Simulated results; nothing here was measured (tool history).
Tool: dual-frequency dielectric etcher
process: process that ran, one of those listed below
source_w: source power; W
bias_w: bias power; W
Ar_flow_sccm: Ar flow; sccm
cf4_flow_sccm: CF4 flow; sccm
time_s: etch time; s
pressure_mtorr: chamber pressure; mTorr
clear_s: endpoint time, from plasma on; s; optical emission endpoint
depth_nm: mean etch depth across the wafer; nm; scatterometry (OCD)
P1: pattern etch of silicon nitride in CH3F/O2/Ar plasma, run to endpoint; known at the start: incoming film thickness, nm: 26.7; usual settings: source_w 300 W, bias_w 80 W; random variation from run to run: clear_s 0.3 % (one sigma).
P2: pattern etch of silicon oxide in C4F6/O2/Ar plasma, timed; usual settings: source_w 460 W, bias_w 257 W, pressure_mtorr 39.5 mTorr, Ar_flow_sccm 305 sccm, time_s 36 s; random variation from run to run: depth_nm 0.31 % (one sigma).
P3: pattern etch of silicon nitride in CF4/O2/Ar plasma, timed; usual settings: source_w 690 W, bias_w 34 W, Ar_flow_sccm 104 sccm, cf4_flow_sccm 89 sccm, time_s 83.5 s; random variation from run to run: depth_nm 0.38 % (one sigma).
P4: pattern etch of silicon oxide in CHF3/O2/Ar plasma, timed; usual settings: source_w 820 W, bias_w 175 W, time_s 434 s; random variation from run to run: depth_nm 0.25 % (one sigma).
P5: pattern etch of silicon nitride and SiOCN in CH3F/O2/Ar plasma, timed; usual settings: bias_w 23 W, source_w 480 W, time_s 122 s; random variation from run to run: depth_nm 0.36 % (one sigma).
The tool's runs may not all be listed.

run	hour	process	source_w	bias_w	Ar_flow_sccm	cf4_flow_sccm	time_s	pressure_mtorr	hours since the last wet clean	hours since the last source power generator calibration	hours since the last bias power generator calibration	clear_s	depth_nm
1	9.1	P1	300	80					208.9	910.1	2118.6	42.762	
2	18	P3	690	34	104	89	83.5		217.8	919	2127.5		176.01
3	28.3	P5	480	23			122		228.1	929.3	2137.8		17.513
4	37.5	P2	460	257	305		36	30.5	237.3	938.5	2147		138.36
5	47.7	P2	460	257	305		36	39.5	247.5	948.7	2157.2		134.7
6	54.5	P3	690	34	104	63	83.5		254.3	955.5	2164		167.01
7	63.6	P4	820	175			434		263.4	964.6	2173.1		959.28
8	72	P5	480	19			122		271.8	973	2181.5		16.066
9	81.5	P3	690	34	143	89	83.5		281.3	982.5	2191		167.09
10	91.9	P5	680	23			122		291.7	992.9	2201.4		19.671
11	98.5	P1	230	80					298.3	999.5	2208	47.172	
12	103.8	P4	820	175			260		303.6	1004.8	2213.3		576.38
13	113.9	P1	300	80					313.7	1014.9	2223.4	42.845	
14	124.6	P3	690	34	104	89	109		324.4	1025.6	2234.1		230.45
15	134.1	P2	460	257	305		48	39.5	333.9	1035.1	2243.6		179.42
16	141	P2	340	257	305		36	39.5	340.8	1042	2250.5		119.82
17	148.6	P1	370	58					348.4	1049.6	2258.1	44.164	
18	154.2	P1	210	55					354	1055.2	2263.7	55.837	
19	162.9	P2	460	309	305		36	39.5	362.7	1063.9	2272.4		143.31
20	173.3	P1	420	61					373.1	1074.3	2282.8	41.289	
21	180.2	P1	300	106					380	1081.2	2289.7	38.551	
22	191.2	P5	480	23			152.5		391	1092.2	2300.7		21.787
23	202.3	P3	690	21	104	89	83.5		402.1	1103.3	2311.8		150.82
24	208.5	P1	300	47					408.3	1109.5	2318	51.236	
25	217.2	P2	460	257	363		36	39.5	417	1118.2	2326.7		131.12
26	222	P4	820	232			434		421.8	1123	2331.5		1055.5
27	228.2	P4	990	175			434		428	1129.2	2337.7		1035
28	237.7	P1	300	80					437.5	1138.7	2347.2	42.742	
29	245.5	P1	300	80					445.3	1146.5	2355	42.682	
30	255.3	P5	480	23			122		455.1	1156.3	2364.8		17.412
31	266.1	P1	300	80					465.9	1167.1	2375.6	43.089	
32	276.1	P1	410	80					475.9	1177.1	2385.6	38.047	

The next listed run, before its measurement:
33	286.1	P4	820	175			434		485.9	1187.1	2395.6		?

{"run 33": {"depth_nm": 964.08}}
